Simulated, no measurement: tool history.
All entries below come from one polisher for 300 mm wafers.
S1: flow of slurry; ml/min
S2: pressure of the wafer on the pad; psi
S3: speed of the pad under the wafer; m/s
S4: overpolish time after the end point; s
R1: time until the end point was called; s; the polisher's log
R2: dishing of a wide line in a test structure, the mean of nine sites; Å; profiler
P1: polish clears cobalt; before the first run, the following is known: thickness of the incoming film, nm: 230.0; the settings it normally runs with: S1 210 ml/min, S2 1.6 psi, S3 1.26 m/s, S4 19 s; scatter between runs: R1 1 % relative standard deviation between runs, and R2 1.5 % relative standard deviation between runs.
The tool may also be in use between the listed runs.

{"run": 1, "day": 0.317, "S1": 210, "S2": 1.6, "S3": 1.26, "S4": 19, "R1": 43.413, "R2": 389.93}
{"run": 2, "day": 0.883, "S1": 210, "S2": 1.6, "S3": 1.26, "S4": 34, "R1": 43.293, "R2": 429.86}
{"run": 3, "day": 1.279, "S1": 125, "S2": 1.6, "S3": 1.26, "S4": 6, "R1": 47.207, "R2": 211.27}
{"run": 4, "day": 1.871, "S1": 210, "S2": 2.6, "S3": 1.26, "S4": 19, "R1": 27.236, "R2": 422.71}
{"run": 5, "day": 2.488, "S1": 210, "S2": 1.6, "S3": 1.26, "S4": 10, "R1": 43.553, "R2": 314.88}
{"run": 6, "day": 3.1, "S1": 210, "S2": 1.6, "S3": 0.7, "S4": 19, "R1": 77.763, "R2": 316.69}
{"run": 7, "day": 3.692, "S1": 310, "S2": 1.6, "S3": 1.26, "S4": 19, "R1": 41.025, "R2": 408.86}
{"run": 8, "day": 4.121, "S1": 210, "S2": 1.6, "S3": 1.26, "S4": 19, "R1": 42.682, "R2": 392.12}
{"run": 9, "day": 4.692, "S1": 210, "S2": 0.7, "S3": 1.26, "S4": 19, "R1": 98.534, "R2": 280.75}
{"run": 10, "day": 5.179, "S1": 210, "S2": 1.6, "S3": 1.26, "S4": 19, "R1": 43.645, "R2": 406.78}
{"run": 11, "day": 5.783, "S1": 210, "S2": 1.6, "S3": 1.26, "S4": 19, "R1": 43.647, "R2": 395.13}
{"run": 12, "day": 6.171, "S1": 210, "S2": 1.6, "S3": 1.92, "S4": 19, "R1": 29.112, "R2": 426.91}
{"run": 13, "day": 6.646, "S1": 125, "S2": 1.6, "S3": 1.26, "S4": 19, "R1": 47.448, "R2": 388.15}
{"run": 14, "day": 7.1, "S1": 210, "S2": 1.6, "S3": 1.26, "S4": 19, "R1": 42.838, "R2": 385.46}
{"run": 15, "day": 7.612, "S1": 210, "S2": 1.6, "S3": 1.26, "S4": 19, "R1": 43.617, "R2": 394.11}
{"run": 16, "day": 7.925, "S1": 210, "S2": 1.6, "S3": 1.26, "S4": 19, "R1": 43.999, "R2": 396.88}
{"run": 17, "day": 8.454, "S1": 210, "S2": 1.6, "S3": 1.26, "S4": 19, "R1": 45.162, "R2": 379.83}
{"run": 18, "day": 8.954, "S1": 210, "S2": 1.6, "S3": 1.26, "S4": 19, "R1": 45.936, "R2": 386.05}
{"run": 19, "day": 9.425, "S1": 210, "S2": 1.6, "S3": 1.26, "S4": 19, "R1": 45.479, "R2": 387.57}
{"run": 20, "day": 9.829, "S1": 210, "S2": 1.6, "S3": 1.26, "S4": 19, "R1": 46.644, "R2": 388.3}
{"run": 21, "day": 10.238, "S1": 210, "S2": 1.6, "S3": 1.26, "S4": 19, "R1": 46.63, "R2": 381.87}
{"run": 22, "day": 10.6, "S1": 210, "S2": 1.6, "S3": 1.26, "S4": 19, "R1": 46.27, "R2": 394.16}
{"day": 11.008, "done": "head pressure recalibrated"}
{"run": 23, "day": 11.208, "S1": 210, "S2": 1.6, "S3": 1.26, "S4": 19, "R1": 46.18, "R2": 383.16}
{"run": 24, "day": 11.683, "S1": 210, "S2": 1.6, "S3": 1.26, "S4": 19, "R1": 47.604, "R2": 376.07}
{"run": 25, "day": 12.146, "S1": 210, "S2": 1.6, "S3": 1.26, "S4": 19, "R1": 47.637, "R2": 387.82}

Compared with where it was, what P1 gives has crept away. Each cause listed below fits the log as well as the rest, at the size given for it:
A: slurry flow missing at the pad, % = 38.4
B: removal rate lost through wear of the pad, % = 7.51
The process output started creeping at around day 7.612.
The rest of the possible causes, and what rules out each one:
head's pressure below its setpoint, %: serviced at day 11.008, which brought nothing back

Each of the check runs listed below is run on 3 wafers and reports their average, with the results left as question marks. Pick the one under which the possible causes would lead to clearly different results.
{"run": "check 1", "day": 12.608, "S1": 210, "S2": 1.6, "S3": 1.74, "S4": 19, "R1": "?", "R2": "?"}
{"run": "check 2", "day": 12.608, "S1": 210, "S2": 2.2, "S3": 1.26, "S4": 19, "R1": "?", "R2": "?"}
{"run": "check 3", "day": 12.608, "S1": 125, "S2": 2.5, "S3": 1.26, "S4": 19, "R1": "?", "R2": "?"}
{"run": "check 4", "day": 12.608, "S1": 210, "S2": 0.7, "S3": 1.26, "S4": 32, "R1": "?", "R2": "?"}

If the cause were each of the candidates in turn, the checks would give the following:
check=check_1 result=R1 if_A=33.945 if_B=33.948
check=check_1 result=R2 if_A=413.60 if_B=413.60
check=check_2 result=R1 if_A=34.092 if_B=34.095
check=check_2 result=R2 if_A=413.32 if_B=413.31
check=check_3 result=R1 if_A=34.220 if_B=32.664
check=check_3 result=R2 if_A=412.59 if_B=415.72
check=check_4 result=R1 if_A=107.150 if_B=107.150
check=check_4 result=R2 if_A=349.63 if_B=349.62
Gap, in per cent, between the two causes that each check separates least, read from the result that separates them most: check 1 0.01 %; check 2 0.01 %; check 3 4.65 %; check 4 0.01 %
The causes can be told apart only by check 3. The other checks would give nearly the same results under each of them.

Running check 3 produced the following: R1 32.585 s; R2 413.12 Å. Which one of the listed causes fits?

B is the cause: removal rate lost through wear of the pad, %.
